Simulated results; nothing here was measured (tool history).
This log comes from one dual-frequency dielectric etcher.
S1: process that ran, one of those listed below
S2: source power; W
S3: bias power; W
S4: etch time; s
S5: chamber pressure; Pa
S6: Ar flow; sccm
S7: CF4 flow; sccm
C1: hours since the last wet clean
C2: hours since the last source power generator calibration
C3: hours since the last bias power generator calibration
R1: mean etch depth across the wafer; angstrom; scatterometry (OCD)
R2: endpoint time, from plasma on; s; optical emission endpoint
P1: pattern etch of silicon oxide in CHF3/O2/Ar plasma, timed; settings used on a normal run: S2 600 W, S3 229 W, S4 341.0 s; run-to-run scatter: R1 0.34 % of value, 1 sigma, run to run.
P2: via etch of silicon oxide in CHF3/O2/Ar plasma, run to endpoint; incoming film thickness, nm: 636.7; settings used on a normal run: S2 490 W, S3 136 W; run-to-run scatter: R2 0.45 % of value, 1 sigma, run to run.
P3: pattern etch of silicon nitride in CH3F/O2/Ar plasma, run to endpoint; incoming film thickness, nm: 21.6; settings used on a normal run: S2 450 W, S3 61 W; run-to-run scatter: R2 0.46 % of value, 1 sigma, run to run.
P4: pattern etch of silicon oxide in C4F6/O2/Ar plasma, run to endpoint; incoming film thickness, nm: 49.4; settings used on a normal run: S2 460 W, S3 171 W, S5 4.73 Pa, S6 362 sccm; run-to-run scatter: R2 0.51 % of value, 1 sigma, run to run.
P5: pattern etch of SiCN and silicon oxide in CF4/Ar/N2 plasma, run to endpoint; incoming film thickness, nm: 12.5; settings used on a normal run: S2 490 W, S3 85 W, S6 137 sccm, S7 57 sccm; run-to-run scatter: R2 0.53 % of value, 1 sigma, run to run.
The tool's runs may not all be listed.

| run | day | S1 | S2 | S3 | S4 | S5 | S6 | S7 | C1 | C2 | C3 | R1 | R2 |
|---|---|---|---|---|---|---|---|---|---|---|---|---|---|
| 1 | 0.246 | P1 | 600 | 229 | 341.0 |  |  |  | 93.4 | 1534.8 | 2995.8 | 7455.9 |  |
| 2 | 0.383 | P4 | 460 | 108 |  | 4.73 | 362 |  | 96.7 | 1538.1 | 2999.1 |  | 18.095 |
| 3 | 0.517 | P5 | 490 | 85 |  |  | 137 | 57 | 99.9 | 1541.3 | 3002.3 |  | 13.235 |
| 4 | 0.750 | P1 | 600 | 287 | 341.0 |  |  |  | 105.5 | 1546.9 | 3007.9 | 8053.2 |  |
| 5 | 0.917 | P1 | 470 | 229 | 341.0 |  |  |  | 109.5 | 1550.9 | 3011.9 | 6793.4 |  |
| 6 | 1.142 | P1 | 750 | 276 | 341.0 |  |  |  | 114.9 | 1556.3 | 3017.3 | 8736.4 |  |
| 7 | 1.392 | P4 | 460 | 171 |  | 4.73 | 284 |  | 120.9 | 1562.3 | 3023.3 |  | 15.470 |
| 8 | 1.583 | P4 | 300 | 171 |  | 4.73 | 362 |  | 125.5 | 1566.9 | 3027.9 |  | 18.891 |
| 9 | 1.800 | P1 | 600 | 229 | 187.5 |  |  |  | 130.7 | 1572.1 | 3033.1 | 4108.1 |  |
| 10 | 2.029 | P5 | 490 | 85 |  |  | 137 | 80 | 136.2 | 1577.6 | 3038.6 |  | 12.624 |
| 11 | 2.225 | P4 | 460 | 171 |  | 4.73 | 362 |  | 140.9 | 1582.3 | 3043.3 |  | 15.857 |
| 12 | 2.475 | P5 | 490 | 85 |  |  | 137 | 57 | 146.9 | 1588.3 | 3049.3 |  | 13.494 |
| 13 | 2.596 | P1 | 600 | 229 | 341.0 |  |  |  | 149.8 | 1591.2 | 3052.2 | 7484.6 |  |
| 14 | 2.833 | P5 | 490 | 100 |  |  | 137 | 57 | 155.5 | 1596.9 | 3057.9 |  | 12.430 |
| 15 | 3.046 | P1 | 600 | 229 | 483.5 |  |  |  | 160.6 | 1602.0 | 3063.0 | 10607.0 |  |
| 16 | 3.179 | P1 | 770 | 229 | 341.0 |  |  |  | 163.8 | 1605.2 | 3066.2 | 8213.3 |  |
| 17 | 3.396 | P3 | 340 | 61 |  |  |  |  | 169.0 | 1610.4 | 3071.4 |  | 34.888 |
| 18 | 3.617 | P1 | 600 | 229 | 341.0 |  |  |  | 174.3 | 1615.7 | 3076.7 | 7527.8 |  |
| 19 | 3.825 | P1 | 600 | 156 | 341.0 |  |  |  | 179.3 | 1620.7 | 3081.7 | 6541.3 |  |
| 20 | 3.950 | P2 | 300 | 136 |  |  |  |  | 182.3 | 1623.7 | 3084.7 |  | 455.670 |
| 21 | 4.075 | P5 | 490 | 85 |  |  | 179 | 57 | 185.3 | 1626.7 | 3087.7 |  | 13.877 |
| 22 | 4.292 | P3 | 450 | 37 |  |  |  |  | 190.5 | 1631.9 | 3092.9 |  | 37.030 |
| 23 | 4.488 | P3 | 450 | 61 |  |  |  |  | 195.2 | 1636.6 | 3097.6 |  | 31.479 |
| 24 | 4.642 | P3 | 450 | 61 |  |  |  |  | 198.9 | 1640.3 | 3101.3 |  | 31.572 |
| 25 | 4.767 | P1 | 600 | 229 | 341.0 |  |  |  | 201.9 | 1643.3 | 3104.3 | 7483.7 |  |
| 26 | 4.925 | P2 | 490 | 90 |  |  |  |  | 205.7 | 1647.1 | 3108.1 |  | 424.790 |
| 27 | 5.096 | P1 | 760 | 229 | 493.0 |  |  |  | 209.8 | 1651.2 | 3112.2 | 11847.0 |  |
| 28 | 5.225 | P2 | 490 | 136 |  |  |  |  | 212.9 | 1654.3 | 3115.3 |  | 378.370 |
| 29 | 5.354 | P5 | 300 | 85 |  |  | 137 | 57 | 216.0 | 1657.4 | 3118.4 |  | 20.290 |
| 30 | 5.479 | P4 | 460 | 171 |  | 3.47 | 362 |  | 219.0 | 1660.4 | 3121.4 |  | 15.130 |
| 31 | 5.629 | P1 | 600 | 229 | 341.0 |  |  |  | 222.6 | 1664.0 | 3125.0 | 7485.0 |  |
| 32 | 5.838 | P1 | 600 | 229 | 341.0 |  |  |  | 227.6 | 1669.0 | 3130.0 | 7443.4 |  |
| 33 | 6.038 | P1 | 600 | 229 | 341.0 |  |  |  | 232.4 | 1673.8 | 3134.8 | 7438.1 |  |
| 34 | 6.200 | P1 | 600 | 229 | 341.0 |  |  |  | 236.3 | 1677.7 | 3138.7 | 7368.8 |  |
|  | 6.296 | wet clean of the chamber |
| 35 | 6.325 | P1 | 600 | 229 | 341.0 |  |  |  | 0.7 | 1680.7 | 3141.7 | 7381.5 |  |
| 36 | 6.467 | P1 | 600 | 229 | 341.0 |  |  |  | 4.1 | 1684.1 | 3145.1 | 7387.1 |  |
| 37 | 6.646 | P1 | 600 | 229 | 341.0 |  |  |  | 8.4 | 1688.4 | 3149.4 | 7318.9 |  |
| 38 | 6.862 | P1 | 600 | 229 | 341.0 |  |  |  | 13.6 | 1693.6 | 3154.6 | 7316.4 |  |

For run 39, what comes out?
| 39 | 6.979 | P1 | 600 | 229 | 341.0 |  |  |  | 16.4 | 1696.4 | 3157.4 | ? |  |

{"run 39": {"R1": 7343.4}}
